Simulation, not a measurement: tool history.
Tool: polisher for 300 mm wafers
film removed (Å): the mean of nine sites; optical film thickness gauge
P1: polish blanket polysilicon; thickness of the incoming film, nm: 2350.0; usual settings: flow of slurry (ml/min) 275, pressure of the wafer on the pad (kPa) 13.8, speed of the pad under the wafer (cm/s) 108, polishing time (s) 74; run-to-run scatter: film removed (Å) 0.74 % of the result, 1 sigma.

| run | hour | flow of slurry (ml/min) | pressure of the wafer on the pad (kPa) | speed of the pad under the wafer (cm/s) | polishing time (s) | film removed (Å) |
|---|---|---|---|---|---|---|
| 1 | 3.8 | 275 | 13.8 | 108 | 74 | 5466.6 |
| 2 | 10.7 | 275 | 13.8 | 108 | 41 | 3022.8 |
| 3 | 15.0 | 275 | 17.9 | 108 | 74 | 7035.9 |
| 4 | 22.1 | 165 | 13.8 | 108 | 74 | 5123.2 |
| 5 | 27.6 | 275 | 13.8 | 108 | 74 | 5528.5 |
| 6 | 30.8 | 275 | 13.8 | 60 | 74 | 3036.8 |
| 7 | 37.5 | 275 | 7.6 | 108 | 74 | 3011.4 |
| 8 | 44.1 | 275 | 13.8 | 108 | 74 | 5530.2 |
| 9 | 49.3 | 275 | 13.8 | 168 | 74 | 8419.3 |
| 10 | 55.5 | 275 | 13.8 | 108 | 74 | 5461.5 |
| 11 | 62.2 | 275 | 13.8 | 108 | 74 | 5498.3 |
| 12 | 67.6 | 165 | 13.8 | 108 | 33 | 2296.4 |
| 13 | 73.0 | 275 | 13.8 | 108 | 105 | 7792.4 |
| 14 | 79.4 | 425 | 13.8 | 108 | 74 | 5720.3 |
| 15 | 83.3 | 275 | 13.8 | 108 | 74 | 5491.3 |
| 16 | 90.1 | 275 | 13.8 | 108 | 74 | 5426.5 |
| 17 | 93.7 | 275 | 13.8 | 108 | 74 | 5223.9 |
| 18 | 98.8 | 275 | 13.8 | 108 | 74 | 5284.4 |
| 19 | 103.0 | 275 | 13.8 | 108 | 74 | 5291.6 |
| 20 | 106.9 | 275 | 13.8 | 108 | 74 | 5200.6 |
| 21 | 111.1 | 275 | 13.8 | 108 | 74 | 5225.4 |

The next listed run, before its measurement:
|  | 114.0 | worn pad replaced by a new one |
| 22 | 117.7 | 275 | 13.8 | 108 | 74 | ? |

film removed (Å): 5141.2
